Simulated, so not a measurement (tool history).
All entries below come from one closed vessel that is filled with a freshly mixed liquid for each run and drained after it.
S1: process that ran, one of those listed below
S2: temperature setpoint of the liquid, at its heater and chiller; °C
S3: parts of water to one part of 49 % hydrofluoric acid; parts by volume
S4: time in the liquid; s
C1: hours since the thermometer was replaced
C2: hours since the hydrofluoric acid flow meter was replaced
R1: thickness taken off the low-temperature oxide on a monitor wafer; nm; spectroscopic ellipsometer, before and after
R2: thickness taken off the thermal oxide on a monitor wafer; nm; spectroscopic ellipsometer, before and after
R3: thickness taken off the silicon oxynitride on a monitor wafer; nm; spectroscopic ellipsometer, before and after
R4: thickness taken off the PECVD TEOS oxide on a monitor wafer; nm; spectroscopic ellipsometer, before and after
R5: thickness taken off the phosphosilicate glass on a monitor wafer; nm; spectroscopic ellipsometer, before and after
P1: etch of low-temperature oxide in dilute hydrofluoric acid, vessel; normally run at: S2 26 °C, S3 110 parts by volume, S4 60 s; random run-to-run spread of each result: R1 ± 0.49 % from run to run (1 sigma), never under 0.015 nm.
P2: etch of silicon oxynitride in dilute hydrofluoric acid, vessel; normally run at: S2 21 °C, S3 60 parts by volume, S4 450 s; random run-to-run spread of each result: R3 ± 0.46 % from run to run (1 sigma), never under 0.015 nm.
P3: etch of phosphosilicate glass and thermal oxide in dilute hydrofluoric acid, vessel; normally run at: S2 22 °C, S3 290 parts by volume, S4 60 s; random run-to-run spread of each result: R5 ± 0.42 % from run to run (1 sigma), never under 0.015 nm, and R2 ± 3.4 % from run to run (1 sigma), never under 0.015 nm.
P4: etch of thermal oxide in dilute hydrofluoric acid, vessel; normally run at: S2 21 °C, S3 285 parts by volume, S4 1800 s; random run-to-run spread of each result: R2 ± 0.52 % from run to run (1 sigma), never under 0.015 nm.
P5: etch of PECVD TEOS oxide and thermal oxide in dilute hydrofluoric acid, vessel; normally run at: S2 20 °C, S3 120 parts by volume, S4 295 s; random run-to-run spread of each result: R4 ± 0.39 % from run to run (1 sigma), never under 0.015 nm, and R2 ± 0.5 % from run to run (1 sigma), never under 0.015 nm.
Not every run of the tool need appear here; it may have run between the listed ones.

run 1 hour=2.9 | S1=P1 S2=26 S3=110 S4=60 | C1=1065.2 C2=104.8 | R1=16.3950
run 2 hour=6.5 | S1=P1 S2=26 S3=190 S4=60 | C1=1068.8 C2=108.4 | R1=8.5791
run 3 hour=8.9 | S1=P4 S2=21 S3=285 S4=1800 | C1=1071.2 C2=110.8 | R2=22.88400
run 4 hour=13.1 | S1=P2 S2=21 S3=20 S4=450 | C1=1075.4 C2=115.0 | R3=87.965
run 5 hour=16.8 | S1=P1 S2=26 S3=110 S4=60 | C1=1079.1 C2=118.7 | R1=16.3150
run 6 hour=21.6 | S1=P5 S2=20 S3=120 S4=295 | C1=1083.9 C2=123.5 | R2=10.15900 R4=34.2270
run 7 hour=26.3 | S1=P1 S2=26 S3=110 S4=60 | C1=1088.6 C2=128.2 | R1=16.4980
run 8 hour=29.0 | S1=P1 S2=31 S3=110 S4=60 | C1=1091.3 C2=130.9 | R1=19.9380
run 9 hour=31.8 | S1=P5 S2=20 S3=210 S4=295 | C1=1094.1 C2=133.7 | R2=5.29410 R4=17.7590
run 10 hour=34.7 | S1=P5 S2=20 S3=120 S4=295 | C1=1097.0 C2=136.6 | R2=10.15700 R4=34.4290
run 11 hour=38.0 | S1=P4 S2=21 S3=285 S4=155 | C1=1100.3 C2=139.9 | R2=1.98210
run 12 hour=41.7 | S1=P1 S2=26 S3=45 S4=60 | C1=1104.0 C2=143.6 | R1=43.8110
run 13 hour=46.6 | S1=P2 S2=17 S3=60 S4=450 | C1=1108.9 C2=148.5 | R3=23.562
run 14 hour=50.0 | S1=P1 S2=26 S3=110 S4=30 | C1=1112.3 C2=151.9 | R1=8.1874
run 15 hour=55.1 | S1=P1 S2=26 S3=110 S4=60 | C1=1117.4 C2=157.0 | R1=16.3550
run 16 hour=60.3 | S1=P1 S2=18 S3=110 S4=60 | C1=1122.6 C2=162.2 | R1=11.8760
run 17 hour=62.7 | S1=P2 S2=21 S3=60 S4=450 | C1=1125.0 C2=164.6 | R3=28.552
run 18 hour=65.4 | S1=P1 S2=33 S3=110 S4=30 | C1=1127.7 C2=167.3 | R1=10.6570
run 19 hour=68.6 | S1=P1 S2=26 S3=110 S4=60 | C1=1130.9 C2=170.5 | R1=16.3860
run 20 hour=71.5 | S1=P3 S2=22 S3=290 S4=60 | C1=1133.8 C2=173.4 | R2=0.72930 R5=24.289
run 21 hour=76.0 | S1=P1 S2=26 S3=190 S4=30 | C1=1138.3 C2=177.9 | R1=4.3190
run 22 hour=79.1 | S1=P4 S2=17 S3=285 S4=1800 | C1=1141.4 C2=181.0 | R2=19.73100
run 23 hour=84.3 | S1=P5 S2=17 S3=120 S4=295 | C1=1146.6 C2=186.2 | R2=8.97270 R4=30.6190
run 24 hour=87.4 | S1=P2 S2=21 S3=60 S4=820 | C1=1149.7 C2=189.3 | R3=51.990
run 25 hour=92.3 | S1=P3 S2=26 S3=290 S4=60 | C1=1154.6 C2=194.2 | R2=0.81286 R5=27.908
run 26 hour=95.5 | S1=P1 S2=26 S3=110 S4=90 | C1=1157.8 C2=197.4 | R1=24.4290
run 27 hour=99.6 | S1=P5 S2=20 S3=120 S4=30 | C1=1161.9 C2=201.5 | R2=1.03610 R4=3.5104
run 28 hour=104.8 | S1=P3 S2=22 S3=65 S4=60 | C1=1167.1 C2=206.7 | R2=3.91040 R5=137.530
-- hour=106.9 thermometer replaced
run 29 hour=109.6 | S1=P3 S2=22 S3=290 S4=60 | C1=2.8 C2=211.5 | R2=0.70235 R5=24.446
run 30 hour=114.2 | S1=P4 S2=21 S3=180 S4=1800 | C1=7.4 C2=216.1 | R2=40.44600
run 31 hour=118.6 | S1=P3 S2=22 S3=290 S4=30 | C1=11.8 C2=220.5 | R2=0.36365 R5=12.210
run 32 hour=123.2 | S1=P1 S2=26 S3=110 S4=60 | C1=16.4 C2=225.1 | R1=16.4380
run 33 hour=125.7 | S1=P1 S2=26 S3=110 S4=60 | C1=18.9 C2=227.6 | R1=15.8400
run 34 hour=131.0 | S1=P1 S2=26 S3=110 S4=60 | C1=24.2 C2=232.9 | R1=15.2780
run 35 hour=133.7 | S1=P1 S2=26 S3=110 S4=60 | C1=26.9 C2=235.6 | R1=15.2310
run 36 hour=138.3 | S1=P1 S2=26 S3=110 S4=60 | C1=31.5 C2=240.2 | R1=14.9540
run 37 hour=143.1 | S1=P1 S2=26 S3=110 S4=60 | C1=36.3 C2=245.0 | R1=15.0770
run 38 hour=148.0 | S1=P1 S2=26 S3=110 S4=60 | C1=41.2 C2=249.9 | R1=15.0300

P1 has crept away from where it was. The log is fitted equally well by each of these 2 causes, at the sizes shown:
A: liquid colder than its thermometer reads (K) = 2.33
B: hydrofluoric acid flow below the setpoint (%) = 7.62
The onset of the drift is placed at about hour 123.2.

4 check runs are offered, one wafer each, their results left as question marks. Which one tells the causes apart?
run check 1 hour=152.9 | S1=P5 S2=20 S3=185 S4=70 | R2=? R4=?
run check 2 hour=152.9 | S1=P3 S2=25 S3=70 S4=60 | R2=? R5=?
run check 3 hour=152.9 | S1=P2 S2=17 S3=60 S4=700 | R3=?
run check 4 hour=152.9 | S1=P4 S2=17 S3=205 S4=1800 | R2=?

What every check run would give for each of its results, assuming each possible cause in turn:
check=check_1 result=R2 if_A=1.33730 if_B=1.33400
check=check_1 result=R4 if_A=4.4939 if_B=4.4829
check=check_2 result=R2 if_A=3.85820 if_B=3.88820
check=check_2 result=R5 if_A=130.490 if_B=131.510
check=check_3 result=R3 if_A=32.213 if_B=33.461
check=check_4 result=R2 if_A=26.96600 if_B=26.94800
How far apart the two closest causes lie, in the result that separates them most: check 1 0.25 %; check 2 0.78 %; check 3 3.8 %; check 4 0.07 %
The causes can be told apart only by check 3. The other checks would give nearly the same results under each of them.

Running check 3 produced the following: R3 32.320 nm. Which one of the listed causes fits?

It is A: liquid colder than its thermometer reads (K).
